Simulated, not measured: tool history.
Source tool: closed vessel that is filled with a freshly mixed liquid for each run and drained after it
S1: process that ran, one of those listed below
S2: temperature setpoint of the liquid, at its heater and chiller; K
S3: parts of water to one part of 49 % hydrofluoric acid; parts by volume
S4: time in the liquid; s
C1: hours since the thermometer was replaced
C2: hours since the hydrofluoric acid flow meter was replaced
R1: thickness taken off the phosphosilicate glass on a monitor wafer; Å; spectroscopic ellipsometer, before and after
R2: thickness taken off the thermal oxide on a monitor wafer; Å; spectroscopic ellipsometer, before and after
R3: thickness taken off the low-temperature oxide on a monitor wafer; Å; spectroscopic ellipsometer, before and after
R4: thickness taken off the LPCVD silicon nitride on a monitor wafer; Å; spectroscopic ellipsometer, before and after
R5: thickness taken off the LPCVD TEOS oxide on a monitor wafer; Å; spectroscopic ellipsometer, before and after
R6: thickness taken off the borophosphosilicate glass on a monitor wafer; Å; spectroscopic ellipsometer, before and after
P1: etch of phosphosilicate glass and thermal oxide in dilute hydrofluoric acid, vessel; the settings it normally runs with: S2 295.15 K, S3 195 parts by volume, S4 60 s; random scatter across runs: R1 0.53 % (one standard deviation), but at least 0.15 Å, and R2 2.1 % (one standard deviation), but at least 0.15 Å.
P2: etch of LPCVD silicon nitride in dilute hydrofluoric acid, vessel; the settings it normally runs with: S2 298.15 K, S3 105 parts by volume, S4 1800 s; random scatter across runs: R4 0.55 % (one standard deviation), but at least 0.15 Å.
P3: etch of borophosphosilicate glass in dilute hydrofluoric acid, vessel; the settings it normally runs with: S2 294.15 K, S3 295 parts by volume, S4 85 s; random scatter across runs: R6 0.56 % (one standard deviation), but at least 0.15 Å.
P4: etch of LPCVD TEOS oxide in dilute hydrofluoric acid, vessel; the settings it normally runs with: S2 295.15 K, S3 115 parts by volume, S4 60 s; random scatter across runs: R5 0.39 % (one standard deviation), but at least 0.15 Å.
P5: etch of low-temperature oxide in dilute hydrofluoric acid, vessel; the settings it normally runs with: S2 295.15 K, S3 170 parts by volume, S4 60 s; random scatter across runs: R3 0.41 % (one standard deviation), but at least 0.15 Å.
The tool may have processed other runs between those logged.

run   hour  S1      S2   S3    S4     C1     C2      R1      R2      R3      R4      R5      R6
  1   13.7  P1  295.15  195    60  441.6  110.7  498.07  11.896
  2   24.2  P5  295.15  170    95  452.1  121.2                  104.68
  3   37.5  P2  298.15  105  2685  465.4  134.5                          131.43
  4   49.2  P5  295.15  170    60  477.1  146.2                  66.521
  5   59.4  P4  295.15  115    60  487.3  156.4                                  259.56
  6   75.6  P3  290.65  295    85  503.5  172.6                                          105.27
  7   83.3  P1  295.15  195    60  511.2  180.3  499.59   11.34
  8   95.6  P1  295.15  195    60  523.5  192.6  499.94  11.446
  9  111.6  P2  298.15  175  1800  539.5  208.6                          52.575
 10  119.4  P5  291.15  170    60  547.3  216.4                  56.861
 11  133.6  P5  295.15   90    60  561.5  230.6                  137.49
 12  141.7  P1  295.15   35    60  569.6  238.7  3345.5  77.917
 13  157.3  P4  295.15   50    60  585.2  254.3                                  642.34
 14  172.3  P2  306.65  105  1800  600.2  269.3                          149.45
 15  187.3  P1  290.15  195    60  615.2  284.3  410.72  9.5431
 16  203.4  P4  295.15  115   100  631.3  300.4                                   428.4
 17  216.6  P3  294.15  295    35  644.5  313.6                                          49.615
 18  225.4  P4  290.15  115    60  653.3  322.4                                  210.84
 19  236.4  P3  294.15  295    85  664.3  333.4                                          120.25
 20  244.7  P1  295.15  195    60  672.6  341.7  501.51    11.6
 21  255.3  P3  294.15  530    85  683.2  352.3                                          55.012
 22  268.7  P1  295.15  195    60  696.6  365.7  504.46  11.353
 23  285.1  P1  295.15  195    60    713  382.1  500.08  11.308
 24  294.1  P1  295.15  195    60    722  391.1   495.4  11.549
 25  301.7  P1  295.15  295    60  729.6  398.7     299  7.0482
     310.2  -- thermometer replaced
 26  310.3  P1  295.15  195    95    0.2  407.3  796.76  18.034
 27  324.2  P2  298.15  105  1800   14.1  421.2                           87.75
 28  333.6  P1  295.15  195    30   23.5  430.6  248.32  5.6331
 29  350.6  P1  299.65  195    60   40.5  447.6  589.21   13.47
 30  365.6  P1  295.15  285    30   55.5  462.6  156.08  3.8288
 31  375.5  P1  295.15  195    60   65.4  472.5  502.54  11.399
 32  383.2  P1  295.15  195    60   73.1  480.2  492.12  11.773
 33  393.6  P1  295.15  195    60   83.5  490.6  488.13  10.834
 34  404.5  P1  295.15  195    60   94.4  501.5  482.09  10.559
 35  413.3  P1  295.15  195    60  103.2  510.3  478.41   11.22
 36  429.7  P1  295.15  195    60  119.6  526.7  474.71  11.351
 37  440.9  P1  295.15  195    60  130.8  537.9   480.5  10.996
 38  448.5  P1  295.15  195    60  138.4  545.5  475.89  10.919
 39  462.5  P1  295.15  195    60  152.4  559.5  473.53    10.9
 40  475.2  P1  295.15  195    60  165.1  572.2  474.29  11.198

The log shows P1 creeping away from where it was. Any of the 2 causes listed here, at the size stated for it, fits the log just as well as the others:
A: liquid colder than its thermometer reads (K) = 1.42
B: hydrofluoric acid flow below the setpoint (%) = 4.4
The onset of the drift is placed at about hour 375.5.

4 check runs are offered, one wafer each, their results left as question marks. Which one tells the causes apart?
check 1  487.9  P5  295.15  170    60                   ?
check 2  487.9  P2  298.15  105  1800                       ?
check 3  487.9  P4  295.15  115    60                           ?
check 4  487.9  P3  294.15  295    85                               ?

Predicted outcomes, by check and by cause:
  check  result    if A    if B
check 1      R3   62.81  62.925
check 2      R4   79.82  83.795
check 3      R5  244.26  245.74
check 4      R6  114.21  113.58
How far apart the two closest causes lie, in the result that separates them most: check 1 0.18 %; check 2 4.86 %; check 3 0.61 %; check 4 0.56 %
The other checks would show nearly matching results whichever cause is true, so check 2 is the only one that separates the causes.

The results of check 2 are: R4 80.873 Å. Based on these, which of the listed causes is it?

The cause is A: liquid colder than its thermometer reads (K).
